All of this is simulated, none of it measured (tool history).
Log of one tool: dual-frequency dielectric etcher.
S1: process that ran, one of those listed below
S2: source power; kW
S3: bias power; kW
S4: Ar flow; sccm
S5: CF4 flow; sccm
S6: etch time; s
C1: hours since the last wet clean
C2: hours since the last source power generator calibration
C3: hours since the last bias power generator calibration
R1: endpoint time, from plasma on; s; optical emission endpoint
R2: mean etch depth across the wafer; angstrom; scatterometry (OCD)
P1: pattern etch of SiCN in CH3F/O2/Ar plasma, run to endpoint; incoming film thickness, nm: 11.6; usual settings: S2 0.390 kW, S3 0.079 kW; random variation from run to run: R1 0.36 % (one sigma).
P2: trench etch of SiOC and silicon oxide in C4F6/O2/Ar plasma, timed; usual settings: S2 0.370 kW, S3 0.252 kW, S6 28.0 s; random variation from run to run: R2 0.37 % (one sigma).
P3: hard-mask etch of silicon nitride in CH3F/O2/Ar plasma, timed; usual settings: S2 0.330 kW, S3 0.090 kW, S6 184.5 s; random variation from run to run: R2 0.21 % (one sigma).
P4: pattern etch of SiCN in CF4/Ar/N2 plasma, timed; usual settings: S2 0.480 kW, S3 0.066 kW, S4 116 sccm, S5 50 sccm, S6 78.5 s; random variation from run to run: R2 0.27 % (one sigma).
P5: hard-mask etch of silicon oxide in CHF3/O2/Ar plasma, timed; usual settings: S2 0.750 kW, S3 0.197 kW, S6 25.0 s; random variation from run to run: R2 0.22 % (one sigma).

run	hour	S1	S2	S3	S4	S5	S6	C1	C2	C3	R1	R2
1	5.5	P1	0.390	0.079				274.9	2208.0	2008.0	29.705	
2	15.1	P1	0.390	0.059				284.5	2217.6	2017.6	33.008	
3	24.5	P4	0.480	0.066	68	50	78.5	293.9	2227.0	2027.0		694.49
4	28.9	P3	0.330	0.119			184.5	298.3	2231.4	2031.4		1439.90
5	37.4	P5	0.750	0.275			25.0	306.8	2239.9	2039.9		619.98
6	44.1	P3	0.330	0.090			184.5	313.5	2246.6	2046.6		1297.90
7	51.7	P1	0.480	0.111				321.1	2254.2	2054.2	24.385	
# hour 56.3: wet clean of the chamber
8	59.8	P2	0.280	0.252			28.0	3.6	2262.3	2062.3		541.28
9	64.9	P1	0.390	0.102				8.7	2267.4	2067.4	27.270	
10	71.0	P2	0.370	0.341			28.0	14.8	2273.5	2073.5		677.11
11	79.6	P1	0.280	0.079				23.4	2282.1	2082.1	33.799	
12	85.7	P4	0.380	0.066	116	50	78.5	29.5	2288.2	2088.2		519.33
13	92.9	P4	0.480	0.088	116	50	78.5	36.7	2295.4	2095.4		706.63
14	100.6	P4	0.480	0.066	116	50	112.5	44.4	2303.1	2103.1		911.00
15	108.8	P2	0.370	0.252			28.0	52.6	2311.3	2111.3		607.17
# hour 110.9: bias power generator calibrated
16	115.8	P4	0.480	0.066	116	69	78.5	59.6	2318.3	5.0		671.53
17	121.3	P1	0.390	0.079				65.1	2323.8	10.5	29.861	
18	128.0	P1	0.310	0.066				71.8	2330.5	17.2	34.948	
# hour 135.1: source power generator calibrated
19	135.5	P5	0.750	0.197			25.0	79.3	0.5	24.7		550.29
20	140.0	P1	0.500	0.079				83.8	5.0	29.2	27.182	
21	149.3	P3	0.420	0.090			184.5	93.1	14.3	38.5		1415.50
22	157.4	P5	0.960	0.197			25.0	101.2	22.4	46.6		607.48
23	163.1	P1	0.390	0.079				106.9	28.1	52.3	29.875	
24	169.7	P1	0.310	0.054				113.5	34.7	58.9	37.420	
25	175.4	P2	0.370	0.252			20.0	119.2	40.4	64.6		435.73
26	184.0	P4	0.480	0.066	116	50	78.5	127.8	49.0	73.2		638.68
27	191.6	P2	0.370	0.252			28.0	135.4	56.6	80.8		604.11
28	196.1	P1	0.390	0.079				139.9	61.1	85.3	30.051	
29	204.4	P5	0.750	0.197			16.0	148.2	69.4	93.6		353.05
30	213.9	P3	0.330	0.090			184.5	157.7	78.9	103.1		1297.60
31	218.6	P5	0.750	0.197			25.0	162.4	83.6	107.8		549.48
32	223.9	P3	0.330	0.090			248.0	167.7	88.9	113.1		1748.40
33	231.9	P1	0.390	0.079				175.7	96.9	121.1	29.873	
34	241.8	P1	0.390	0.079				185.6	106.8	131.0	30.075	
35	251.0	P1	0.390	0.079				194.8	116.0	140.2	30.145	
36	257.7	P1	0.390	0.079				201.5	122.7	146.9	30.384	
37	264.2	P1	0.390	0.079				208.0	129.2	153.4	30.393	
38	268.6	P1	0.390	0.079				212.4	133.6	157.8	30.407	
39	276.3	P1	0.390	0.079				220.1	141.3	165.5	30.285	
# hour 282.2: wet clean of the chamber
40	284.1	P1	0.390	0.079				1.9	149.1	173.3	30.483	
41	289.4	P1	0.390	0.079				7.2	154.4	178.6	30.478	
42	297.5	P1	0.390	0.079				15.3	162.5	186.7	30.380	
43	306.2	P1	0.390	0.079				24.0	171.2	195.4	30.358	

What P1 gives has crept away from where it was. These 2 causes fit the log equally well, each at the size given:
A: source power that arrives under what is set, % = 4.65
B: bias power that arrives under what is set, % = 4.83
The creep began at about hour 231.9.
Why every other cause is out:
chamber walls in a state that lowers the etch rate, %: serviced at hour 282.2, which brought nothing back

4 check runs are offered, one wafer each, their results left as question marks. Which one tells the causes apart?
check 1	314.9	P3	0.330	0.090			243.5					?
check 2	314.9	P2	0.370	0.319			28.0					?
check 3	314.9	P5	0.920	0.227			25.0					?
check 4	314.9	P4	0.480	0.076	116	50	111.5					?

What each check would give under each cause:
check	result	if A	if B
check 1	R2	1680.20	1679.90
check 2	R2	647.31	647.58
check 3	R2	613.71	614.49
check 4	R2	912.64	933.65
How far apart the two closest causes lie, in the result that separates them most: check 1 0.02 %; check 2 0.04 %; check 3 0.13 %; check 4 2.28 %
Check 4 tells the causes apart: in the others they would give nearly the same result.

Check 4 was then run and gave: R2 913.58 angstrom. Which cause is it?

It is A: source power that arrives under what is set, %.
